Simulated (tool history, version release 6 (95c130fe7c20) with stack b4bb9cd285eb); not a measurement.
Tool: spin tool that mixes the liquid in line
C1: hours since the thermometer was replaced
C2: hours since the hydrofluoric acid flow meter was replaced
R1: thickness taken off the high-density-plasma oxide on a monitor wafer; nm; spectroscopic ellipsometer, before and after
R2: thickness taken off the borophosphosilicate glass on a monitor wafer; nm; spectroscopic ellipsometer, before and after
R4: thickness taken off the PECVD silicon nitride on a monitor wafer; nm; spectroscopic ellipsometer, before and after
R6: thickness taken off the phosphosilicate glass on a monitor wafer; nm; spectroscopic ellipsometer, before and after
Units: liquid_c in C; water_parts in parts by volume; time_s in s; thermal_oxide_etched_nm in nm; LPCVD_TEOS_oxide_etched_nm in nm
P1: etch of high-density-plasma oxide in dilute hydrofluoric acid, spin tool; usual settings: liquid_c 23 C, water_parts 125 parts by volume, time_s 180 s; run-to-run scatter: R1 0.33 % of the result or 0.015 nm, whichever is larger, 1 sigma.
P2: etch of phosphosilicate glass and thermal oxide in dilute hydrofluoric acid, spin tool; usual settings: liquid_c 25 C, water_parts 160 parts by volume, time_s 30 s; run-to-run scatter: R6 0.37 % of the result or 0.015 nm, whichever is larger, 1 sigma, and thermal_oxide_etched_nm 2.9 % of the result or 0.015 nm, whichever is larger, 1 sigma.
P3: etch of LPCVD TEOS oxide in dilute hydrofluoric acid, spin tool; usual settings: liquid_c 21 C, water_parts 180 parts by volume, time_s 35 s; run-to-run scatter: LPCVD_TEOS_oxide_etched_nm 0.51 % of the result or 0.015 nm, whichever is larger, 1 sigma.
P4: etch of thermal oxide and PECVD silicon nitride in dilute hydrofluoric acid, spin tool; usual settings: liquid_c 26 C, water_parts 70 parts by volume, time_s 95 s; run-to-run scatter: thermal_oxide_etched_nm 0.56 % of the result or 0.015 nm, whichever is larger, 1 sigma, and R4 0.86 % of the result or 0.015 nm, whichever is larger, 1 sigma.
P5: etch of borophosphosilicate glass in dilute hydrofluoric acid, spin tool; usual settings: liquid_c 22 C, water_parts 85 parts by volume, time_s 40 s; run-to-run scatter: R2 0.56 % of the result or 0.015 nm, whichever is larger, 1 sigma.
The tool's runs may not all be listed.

run 1 hour=7.1 | process=P1 liquid_c=23 water_parts=125 time_s=180 | C1=620.3 C2=1205.7 | R1=6.5545
run 2 hour=15.7 | process=P1 liquid_c=23 water_parts=125 time_s=180 | C1=628.9 C2=1214.3 | R1=6.5659
run 3 hour=23.6 | process=P1 liquid_c=23 water_parts=220 time_s=180 | C1=636.8 C2=1222.2 | R1=3.3456
run 4 hour=31.9 | process=P5 liquid_c=17 water_parts=85 time_s=40 | C1=645.1 C2=1230.5 | R2=13.405
run 5 hour=42.9 | process=P1 liquid_c=23 water_parts=125 time_s=65 | C1=656.1 C2=1241.5 | R1=2.3469
run 6 hour=51 | process=P4 liquid_c=20.5 water_parts=70 time_s=95 | C1=664.2 C2=1249.6 | thermal_oxide_etched_nm=5.8589 R4=1.8532
run 7 hour=61 | process=P4 liquid_c=26 water_parts=20 time_s=95 | C1=674.2 C2=1259.6 | thermal_oxide_etched_nm=27.552 R4=9.1879
run 8 hour=69 | process=P3 liquid_c=21 water_parts=180 time_s=65 | C1=682.2 C2=1267.6 | LPCVD_TEOS_oxide_etched_nm=8.302
run 9 hour=75.6 | process=P4 liquid_c=26 water_parts=70 time_s=95 | C1=688.8 C2=1274.2 | thermal_oxide_etched_nm=7.3971 R4=2.7045
run 10 hour=83.7 | process=P5 liquid_c=22 water_parts=85 time_s=15 | C1=696.9 C2=1282.3 | R2=6.2229
run 11 hour=93.4 | process=P2 liquid_c=25 water_parts=160 time_s=30 | C1=706.6 C2=1292 | thermal_oxide_etched_nm=0.88701 R6=23.577
run 12 hour=103.6 | process=P3 liquid_c=21 water_parts=180 time_s=35 | C1=716.8 C2=1302.2 | LPCVD_TEOS_oxide_etched_nm=4.4829
run 13 hour=114.6 | process=P2 liquid_c=25 water_parts=160 time_s=30 | C1=727.8 C2=1313.2 | thermal_oxide_etched_nm=0.83995 R6=23.674
run 14 hour=122.3 | process=P2 liquid_c=25 water_parts=240 time_s=30 | C1=735.5 C2=1320.9 | thermal_oxide_etched_nm=0.51922 R6=14.415
run 15 hour=131.7 | process=P1 liquid_c=23 water_parts=125 time_s=290 | C1=744.9 C2=1330.3 | R1=10.585
run 16 hour=139.6 | process=P5 liquid_c=22 water_parts=85 time_s=40 | C1=752.8 C2=1338.2 | R2=16.5
run 17 hour=147.1 | process=P2 liquid_c=21 water_parts=160 time_s=30 | C1=760.3 C2=1345.7 | thermal_oxide_etched_nm=0.75284 R6=20.325
run 18 hour=156.8 | process=P3 liquid_c=17 water_parts=180 time_s=35 | C1=770 C2=1355.4 | LPCVD_TEOS_oxide_etched_nm=3.8076
run 19 hour=163.3 | process=P2 liquid_c=25 water_parts=160 time_s=15 | C1=776.5 C2=1361.9 | thermal_oxide_etched_nm=0.47328 R6=11.802
run 20 hour=169.3 | process=P1 liquid_c=23 water_parts=125 time_s=180 | C1=782.5 C2=1367.9 | R1=6.5303
run 21 hour=179.3 | process=P1 liquid_c=23 water_parts=125 time_s=180 | C1=792.5 C2=1377.9 | R1=6.568
run 22 hour=188.1 | process=P1 liquid_c=23 water_parts=125 time_s=180 | C1=801.3 C2=1386.7 | R1=6.5521
run 23 hour=197.2 | process=P1 liquid_c=23 water_parts=125 time_s=180 | C1=810.4 C2=1395.8 | R1=6.5448
run 24 hour=203.7 | process=P4 liquid_c=26 water_parts=70 time_s=165 | C1=816.9 C2=1402.3 | thermal_oxide_etched_nm=12.644 R4=4.6164
run 25 hour=213.7 | process=P3 liquid_c=21 water_parts=60 time_s=35 | C1=826.9 C2=1412.3 | LPCVD_TEOS_oxide_etched_nm=15.481
run 26 hour=221.9 | process=P4 liquid_c=26 water_parts=70 time_s=95 | C1=835.1 C2=1420.5 | thermal_oxide_etched_nm=7.3854 R4=2.6866
-- hour=227.8 hydrofluoric acid flow meter replaced
run 27 hour=232.7 | process=P1 liquid_c=23 water_parts=125 time_s=180 | C1=845.9 C2=4.9 | R1=6.6073
run 28 hour=243.7 | process=P1 liquid_c=23 water_parts=185 time_s=35 | C1=856.9 C2=15.9 | R1=0.81959
run 29 hour=251.8 | process=P1 liquid_c=23 water_parts=80 time_s=180 | C1=865 C2=24 | R1=10.856
run 30 hour=259 | process=P5 liquid_c=22 water_parts=20 time_s=40 | C1=872.2 C2=31.2 | R2=75.798
run 31 hour=266.3 | process=P3 liquid_c=21 water_parts=180 time_s=35 | C1=879.5 C2=38.5 | LPCVD_TEOS_oxide_etched_nm=4.5109
run 32 hour=275 | process=P1 liquid_c=27.5 water_parts=125 time_s=180 | C1=888.2 C2=47.2 | R1=7.783
run 33 hour=280.8 | process=P1 liquid_c=17 water_parts=125 time_s=180 | C1=894 C2=53 | R1=5.1439
run 34 hour=288.3 | process=P1 liquid_c=23 water_parts=125 time_s=180 | C1=901.5 C2=60.5 | R1=6.5033
run 35 hour=293.8 | process=P1 liquid_c=23 water_parts=125 time_s=180 | C1=907 C2=66 | R1=6.4696
run 36 hour=301.6 | process=P1 liquid_c=23 water_parts=125 time_s=180 | C1=914.8 C2=73.8 | R1=6.3803
run 37 hour=309 | process=P1 liquid_c=23 water_parts=125 time_s=180 | C1=922.2 C2=81.2 | R1=6.3193
run 38 hour=314.2 | process=P1 liquid_c=23 water_parts=125 time_s=180 | C1=927.4 C2=86.4 | R1=6.2936
run 39 hour=324.4 | process=P1 liquid_c=23 water_parts=125 time_s=180 | C1=937.6 C2=96.6 | R1=6.2143
run 40 hour=333.3 | process=P1 liquid_c=23 water_parts=125 time_s=180 | C1=946.5 C2=105.5 | R1=6.1868
run 41 hour=343.1 | process=P1 liquid_c=23 water_parts=125 time_s=180 | C1=956.3 C2=115.3 | R1=6.161
run 42 hour=354.3 | process=P1 liquid_c=23 water_parts=125 time_s=180 | C1=967.5 C2=126.5 | R1=6.1563
run 43 hour=364.8 | process=P1 liquid_c=23 water_parts=125 time_s=180 | C1=978 C2=137 | R1=6.189
run 44 hour=374.4 | process=P1 liquid_c=23 water_parts=125 time_s=180 | C1=987.6 C2=146.6 | R1=6.1356
run 45 hour=385.5 | process=P1 liquid_c=23 water_parts=125 time_s=180 | C1=998.7 C2=157.7 | R1=6.1501

What P1 gives has crept away from where it was. These 2 causes fit the log equally well, each at the size given:
A: hydrofluoric acid flow below the setpoint (%) = 5.41
B: liquid colder than its thermometer reads (K) = 1.62
The creep began at about hour 288.3.

4 check runs are offered, each on 2 wafers whose results are averaged, their results left as question marks. Which one tells the causes apart?
run check 1 hour=396.6 | process=P3 liquid_c=17 water_parts=180 time_s=35 | LPCVD_TEOS_oxide_etched_nm=?
run check 2 hour=396.6 | process=P5 liquid_c=17 water_parts=85 time_s=40 | R2=?
run check 3 hour=396.6 | process=P2 liquid_c=21.5 water_parts=160 time_s=30 | thermal_oxide_etched_nm=? R6=?
run check 4 hour=396.6 | process=P4 liquid_c=26 water_parts=40 time_s=95 | thermal_oxide_etched_nm=? R4=?

What each check would give under each cause:
check=check_1 result=LPCVD_TEOS_oxide_etched_nm if_A=3.5829 if_B=3.5804
check=check_2 result=R2 if_A=12.631 if_B=12.522
check=check_3 result=thermal_oxide_etched_nm if_A=0.70504 if_B=0.70622
check=check_3 result=R6 if_A=19.387 if_B=19.42
check=check_4 result=thermal_oxide_etched_nm if_A=12.61 if_B=12.513
check=check_4 result=R4 if_A=4.3723 if_B=4.1407
How far apart the two closest causes lie, in the result that separates them most: check 1 0.07 %; check 2 0.87 %; check 3 0.17 %; check 4 5.44 %
Only check 4 tells the causes apart: in the others they would give nearly the same result.

Check 4 was then run and gave: thermal_oxide_etched_nm 12.585 nm; R4 4.1715 nm. Which cause is it?

It is B: liquid colder than its thermometer reads (K).
